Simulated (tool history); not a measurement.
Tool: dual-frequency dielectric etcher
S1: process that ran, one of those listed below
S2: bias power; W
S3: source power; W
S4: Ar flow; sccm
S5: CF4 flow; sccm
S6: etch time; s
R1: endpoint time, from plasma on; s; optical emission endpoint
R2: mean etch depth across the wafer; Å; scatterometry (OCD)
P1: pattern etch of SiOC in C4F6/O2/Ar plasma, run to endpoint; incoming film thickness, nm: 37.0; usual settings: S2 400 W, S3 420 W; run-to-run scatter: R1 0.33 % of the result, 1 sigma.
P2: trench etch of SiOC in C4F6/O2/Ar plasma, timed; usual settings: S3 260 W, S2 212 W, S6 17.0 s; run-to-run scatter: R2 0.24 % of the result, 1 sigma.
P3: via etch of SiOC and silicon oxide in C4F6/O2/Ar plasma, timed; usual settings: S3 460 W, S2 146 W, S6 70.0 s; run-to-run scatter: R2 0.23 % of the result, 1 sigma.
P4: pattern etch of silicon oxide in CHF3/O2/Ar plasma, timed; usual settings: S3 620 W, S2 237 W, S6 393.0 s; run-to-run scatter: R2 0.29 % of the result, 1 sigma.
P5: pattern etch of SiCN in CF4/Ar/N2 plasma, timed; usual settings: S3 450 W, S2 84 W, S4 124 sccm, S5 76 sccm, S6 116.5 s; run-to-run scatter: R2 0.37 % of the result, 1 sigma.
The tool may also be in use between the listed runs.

{"run": 1, "hour": 12.3, "S1": "P1", "S2": 400, "S3": 420, "R1": 13.612}
{"run": 2, "hour": 26.3, "S1": "P5", "S2": 59, "S3": 450, "S4": 124, "S5": 76, "S6": 116.5, "R2": 921.76}
{"run": 3, "hour": 37.7, "S1": "P1", "S2": 400, "S3": 260, "R1": 16.292}
{"run": 4, "hour": 51.4, "S1": "P1", "S2": 400, "S3": 420, "R1": 13.539}
{"run": 5, "hour": 67.2, "S1": "P1", "S2": 400, "S3": 560, "R1": 12.21}
{"run": 6, "hour": 81.0, "S1": "P5", "S2": 84, "S3": 450, "S4": 124, "S5": 44, "S6": 116.5, "R2": 962.03}
{"run": 7, "hour": 100.3, "S1": "P5", "S2": 84, "S3": 450, "S4": 124, "S5": 76, "S6": 83.5, "R2": 752.48}
{"run": 8, "hour": 110.8, "S1": "P3", "S2": 186, "S3": 460, "S6": 70.0, "R2": 859.38}
{"run": 9, "hour": 125.6, "S1": "P5", "S2": 84, "S3": 450, "S4": 73, "S5": 76, "S6": 116.5, "R2": 1114.8}
{"run": 10, "hour": 141.5, "S1": "P1", "S2": 479, "S3": 420, "R1": 12.721}
{"run": 11, "hour": 157.4, "S1": "P4", "S2": 237, "S3": 770, "S6": 393.0, "R2": 9469.1}
{"run": 12, "hour": 176.2, "S1": "P5", "S2": 84, "S3": 620, "S4": 124, "S5": 76, "S6": 116.5, "R2": 1383.3}
{"run": 13, "hour": 191.5, "S1": "P1", "S2": 400, "S3": 420, "R1": 13.509}
{"run": 14, "hour": 201.5, "S1": "P2", "S2": 212, "S3": 260, "S6": 10.5, "R2": 197.82}
{"run": 15, "hour": 216.3, "S1": "P1", "S2": 257, "S3": 520, "R1": 14.673}
{"run": 16, "hour": 229.1, "S1": "P4", "S2": 237, "S3": 620, "S6": 393.0, "R2": 8693.7}
{"run": 17, "hour": 240.7, "S1": "P4", "S2": 237, "S3": 620, "S6": 280.0, "R2": 6198.2}
{"run": 18, "hour": 254.4, "S1": "P2", "S2": 269, "S3": 260, "S6": 17.0, "R2": 348.53}
{"run": 19, "hour": 273.3, "S1": "P1", "S2": 236, "S3": 420, "R1": 16.277}
{"run": 20, "hour": 282.2, "S1": "P2", "S2": 212, "S3": 210, "S6": 17.0, "R2": 295.25}
{"run": 21, "hour": 299.4, "S1": "P3", "S2": 146, "S3": 290, "S6": 70.0, "R2": 666.16}
{"run": 22, "hour": 313.6, "S1": "P1", "S2": 290, "S3": 340, "R1": 16.385}
{"run": 23, "hour": 332.0, "S1": "P1", "S2": 259, "S3": 510, "R1": 14.746}
{"run": 24, "hour": 340.7, "S1": "P4", "S2": 281, "S3": 620, "S6": 393.0, "R2": 9269.4}
{"run": 25, "hour": 354.3, "S1": "P1", "S2": 400, "S3": 420, "R1": 13.599}
{"run": 26, "hour": 366.4, "S1": "P3", "S2": 146, "S3": 460, "S6": 40.5, "R2": 459.13}
{"run": 27, "hour": 374.9, "S1": "P5", "S2": 84, "S3": 450, "S4": 124, "S5": 76, "S6": 116.5, "R2": 1040.7}
{"run": 28, "hour": 391.2, "S1": "P1", "S2": 400, "S3": 420, "R1": 13.577}
{"run": 29, "hour": 408.7, "S1": "P2", "S2": 212, "S3": 260, "S6": 17.0, "R2": 320.14}
{"run": 30, "hour": 422.3, "S1": "P3", "S2": 146, "S3": 460, "S6": 70.0, "R2": 796.01}
{"run": 31, "hour": 439.4, "S1": "P1", "S2": 400, "S3": 420, "R1": 13.635}
{"run": 32, "hour": 458.5, "S1": "P1", "S2": 400, "S3": 420, "R1": 13.765}
{"run": 33, "hour": 468.6, "S1": "P1", "S2": 400, "S3": 420, "R1": 13.809}
{"run": 34, "hour": 479.2, "S1": "P1", "S2": 400, "S3": 420, "R1": 13.754}
{"run": 35, "hour": 491.7, "S1": "P1", "S2": 400, "S3": 420, "R1": 13.744}
{"hour": 493.3, "done": "wet clean of the chamber"}
{"run": 36, "hour": 505.9, "S1": "P1", "S2": 400, "S3": 420, "R1": 13.806}
{"run": 37, "hour": 515.5, "S1": "P1", "S2": 400, "S3": 420, "R1": 13.849}
{"run": 38, "hour": 533.8, "S1": "P1", "S2": 400, "S3": 420, "R1": 13.764}
{"run": 39, "hour": 547.2, "S1": "P1", "S2": 400, "S3": 420, "R1": 13.733}

What P1 gives has crept away from where it was. These 2 causes fit the log equally well, each at the size given:
A: bias power that arrives under what is set, % = 4.64
B: source power that arrives under what is set, % = 4.46
The creep began at about hour 439.4.
Why every other cause is out:
chamber walls in a state that lowers the etch rate, %: serviced at hour 493.3, which brought nothing back

4 check runs are offered, each on 2 wafers whose results are averaged, their results left as question marks. Which one tells the causes apart?
{"run": "check 1", "hour": 560.6, "S1": "P5", "S2": 84, "S3": 450, "S4": 124, "S5": 76, "S6": 116.5, "R2": "?"}
{"run": "check 2", "hour": 560.6, "S1": "P2", "S2": 212, "S3": 260, "S6": 17.0, "R2": "?"}
{"run": "check 3", "hour": 560.6, "S1": "P4", "S2": 237, "S3": 620, "S6": 393.0, "R2": "?"}
{"run": "check 4", "hour": 560.6, "S1": "P3", "S2": 146, "S3": 460, "S6": 70.0, "R2": "?"}

What each check would give under each cause:
check=check_1 result=R2 if_A=1025.90 if_B=1003.10
check=check_2 result=R2 if_A=315.41 if_B=314.94
check=check_3 result=R2 if_A=8554.80 if_B=8550.80
check=check_4 result=R2 if_A=783.77 if_B=780.96
How far apart the two closest causes lie, in the result that separates them most: check 1 2.26 %; check 2 0.15 %; check 3 0.05 %; check 4 0.36 %
Only check 1 tells the causes apart: in the others they would give nearly the same result.

Then check 1 was run and gave: R2 1006.70 Å. Which cause is it?

It is B: source power that arrives under what is set, %.

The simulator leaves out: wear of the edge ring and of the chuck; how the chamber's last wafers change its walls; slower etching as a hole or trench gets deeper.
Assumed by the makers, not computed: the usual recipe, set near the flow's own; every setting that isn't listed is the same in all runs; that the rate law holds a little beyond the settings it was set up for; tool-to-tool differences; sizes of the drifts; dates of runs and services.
